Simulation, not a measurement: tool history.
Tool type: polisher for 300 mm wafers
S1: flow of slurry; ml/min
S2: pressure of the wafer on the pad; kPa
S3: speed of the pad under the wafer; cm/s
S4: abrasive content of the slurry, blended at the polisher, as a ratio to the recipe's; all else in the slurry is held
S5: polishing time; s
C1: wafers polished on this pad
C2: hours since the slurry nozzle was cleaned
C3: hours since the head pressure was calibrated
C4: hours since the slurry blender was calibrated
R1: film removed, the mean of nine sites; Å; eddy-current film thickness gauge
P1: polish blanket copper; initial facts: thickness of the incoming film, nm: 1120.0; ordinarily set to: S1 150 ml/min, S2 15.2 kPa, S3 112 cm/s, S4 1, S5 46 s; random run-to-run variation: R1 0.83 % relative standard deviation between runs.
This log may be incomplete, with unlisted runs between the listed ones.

Run 1, hour 9.2: S1 150 ml/min, S2 15.2 kPa, S3 112 cm/s, S4 1, S5 46 s; C1 267; C2 83.7; C3 318.7; C4 43.2. Result: R1 957.28 Å.
Run 2, hour 24.3: S1 150 ml/min, S2 15.2 kPa, S3 112 cm/s, S4 1, S5 46 s; C1 450; C2 98.8; C3 333.8; C4 58.3. Result: R1 941.56 Å.
Run 3, hour 40.4: S1 200 ml/min, S2 11.7 kPa, S3 112 cm/s, S4 1, S5 46 s; C1 646; C2 114.9; C3 349.9; C4 74.4. Result: R1 768.72 Å.
Run 4, hour 54.9: S1 150 ml/min, S2 15.2 kPa, S3 112 cm/s, S4 1, S5 21 s; C1 822; C2 129.4; C3 364.4; C4 88.9. Result: R1 438.27 Å.
Run 5, hour 67.3: S1 225 ml/min, S2 15.2 kPa, S3 112 cm/s, S4 1.35, S5 46 s; C1 972; C2 141.8; C3 376.8; C4 101.3. Result: R1 1080.7 Å.
At hour 70.9: head pressure recalibrated.
Run 6, hour 80.3: S1 150 ml/min, S2 6.9 kPa, S3 112 cm/s, S4 1, S5 46 s; C1 1130; C2 154.8; C3 9.5; C4 114.3. Result: R1 434.08 Å.
Run 7, hour 92.8: S1 215 ml/min, S2 15.2 kPa, S3 112 cm/s, S4 1, S5 46 s; C1 1282; C2 167.3; C3 22; C4 126.8. Result: R1 1006.8 Å.
Run 8, hour 105: S1 90 ml/min, S2 15.2 kPa, S3 112 cm/s, S4 1, S5 46 s; C1 1430; C2 179.5; C3 34.2; C4 139. Result: R1 845.4 Å.
Run 9, hour 118.3: S1 150 ml/min, S2 15.2 kPa, S3 112 cm/s, S4 1.35, S5 46 s; C1 1591; C2 192.8; C3 47.5; C4 152.3. Result: R1 1013.7 Å.
Run 10, hour 129.8: S1 150 ml/min, S2 15.2 kPa, S3 112 cm/s, S4 1, S5 63 s; C1 1731; C2 204.3; C3 59; C4 163.8. Result: R1 1309.1 Å.
Run 11, hour 144.4: S1 150 ml/min, S2 20 kPa, S3 112 cm/s, S4 1, S5 46 s; C1 1908; C2 218.9; C3 73.6; C4 178.4. Result: R1 1248.1 Å.
Run 12, hour 152.4: S1 150 ml/min, S2 15.2 kPa, S3 112 cm/s, S4 1, S5 46 s; C1 2005; C2 226.9; C3 81.6; C4 186.4. Result: R1 957.17 Å.
Run 13, hour 169.7: S1 150 ml/min, S2 15.2 kPa, S3 58 cm/s, S4 1, S5 46 s; C1 2215; C2 244.2; C3 98.9; C4 203.7. Result: R1 496 Å.
Run 14, hour 182: S1 150 ml/min, S2 15.2 kPa, S3 112 cm/s, S4 1, S5 46 s; C1 2365; C2 256.5; C3 111.2; C4 216. Result: R1 951.53 Å.
Run 15, hour 196.3: S1 150 ml/min, S2 15.2 kPa, S3 152 cm/s, S4 1, S5 46 s; C1 2538; C2 270.8; C3 125.5; C4 230.3. Result: R1 1295.5 Å.
Run 16, hour 214: S1 150 ml/min, S2 15.2 kPa, S3 112 cm/s, S4 1, S5 46 s; C1 2753; C2 288.5; C3 143.2; C4 248. Result: R1 957.85 Å.
Run 17, hour 223.7: S1 150 ml/min, S2 15.2 kPa, S3 112 cm/s, S4 1, S5 46 s; C1 2871; C2 298.2; C3 152.9; C4 257.7. Result: R1 956.29 Å.
Run 18, hour 241.6: S1 150 ml/min, S2 15.2 kPa, S3 112 cm/s, S4 0.65, S5 46 s; C1 3088; C2 316.1; C3 170.8; C4 275.6. Result: R1 871.9 Å.
Run 19, hour 250.2: S1 150 ml/min, S2 15.2 kPa, S3 112 cm/s, S4 1, S5 46 s; C1 3193; C2 324.7; C3 179.4; C4 284.2. Result: R1 958.86 Å.
Run 20, hour 258.2: S1 150 ml/min, S2 15.2 kPa, S3 112 cm/s, S4 1, S5 46 s; C1 3290; C2 332.7; C3 187.4; C4 292.2. Result: R1 921.27 Å.
Run 21, hour 275.1: S1 150 ml/min, S2 15.2 kPa, S3 112 cm/s, S4 1, S5 46 s; C1 3495; C2 349.6; C3 204.3; C4 309.1. Result: R1 892.5 Å.
Run 22, hour 284.2: S1 150 ml/min, S2 15.2 kPa, S3 112 cm/s, S4 1, S5 46 s; C1 3605; C2 358.7; C3 213.4; C4 318.2. Result: R1 884.12 Å.
Run 23, hour 293.2: S1 150 ml/min, S2 15.2 kPa, S3 112 cm/s, S4 1, S5 46 s; C1 3715; C2 367.7; C3 222.4; C4 327.2. Result: R1 876.56 Å.
At hour 294.6: head pressure recalibrated.
Run 24, hour 301.1: S1 150 ml/min, S2 15.2 kPa, S3 112 cm/s, S4 1, S5 46 s; C1 3811; C2 375.6; C3 6.6; C4 335.1. Result: R1 869.51 Å.
At hour 308.4: slurry blender recalibrated.
Run 25, hour 318.5: S1 150 ml/min, S2 15.2 kPa, S3 112 cm/s, S4 1, S5 46 s; C1 4022; C2 393; C3 24; C4 10.1. Result: R1 862.25 Å.
Run 26, hour 329.7: S1 150 ml/min, S2 15.2 kPa, S3 112 cm/s, S4 1, S5 46 s; C1 4158; C2 404.2; C3 35.2; C4 21.3. Result: R1 865.21 Å.
Run 27, hour 347.4: S1 150 ml/min, S2 15.2 kPa, S3 112 cm/s, S4 1, S5 46 s; C1 4373; C2 421.9; C3 52.9; C4 39. Result: R1 861.75 Å.

Compared with where it was, what P1 gives has crept away. Each cause listed below fits the log as well as the rest, at the size given for it:
A: removal rate lost through wear of the pad, % = 9.55
B: slurry flow missing at the pad, % = 37.1
The creep began at about hour 250.2.
Why every other cause is out:
head's pressure below its setpoint, %: was serviced at hour 294.6, once the creep was under way, yet the earlier output never came back
abrasive missing from the slurry, %: was serviced at hour 308.4, once the creep was under way, yet the earlier output never came back

You are offered 4 check runs, listed below with question marks in place of their results; each one averages 2 wafers. Which run separates the listed causes by giving clearly different results for each?
Run check 1, hour 365.1: S1 150 ml/min, S2 15.2 kPa, S3 136 cm/s, S4 1, S5 32 s. Result: R1 ?.
Run check 2, hour 365.1: S1 150 ml/min, S2 15.2 kPa, S3 112 cm/s, S4 1.25, S5 46 s. Result: R1 ?.
Run check 3, hour 365.1: S1 150 ml/min, S2 9.7 kPa, S3 112 cm/s, S4 1, S5 46 s. Result: R1 ?.
Run check 4, hour 365.1: S1 95 ml/min, S2 15.2 kPa, S3 112 cm/s, S4 1, S5 46 s. Result: R1 ?.

If the cause were each of the candidates in turn, the checks would give the following:
  check  result    if A    if B
check 1      R1  726.97  726.98
check 2      R1  903.33  903.33
check 3      R1  547.66  547.66
check 4      R1  779.83  742.51
Per check, the gap between the least separated pair of causes, taken in the result that splits them most: check 1 0 %; check 2 0 %; check 3 0 %; check 4 4.9 %
Check 4 distinguishes between the causes, while the remaining checks would return nearly the same result for all of them.

Check 4 has now been run. It gave: R1 782.78 Å. Which of the candidate causes is it?

Of the candidate causes, it is A: removal rate lost through wear of the pad, %.
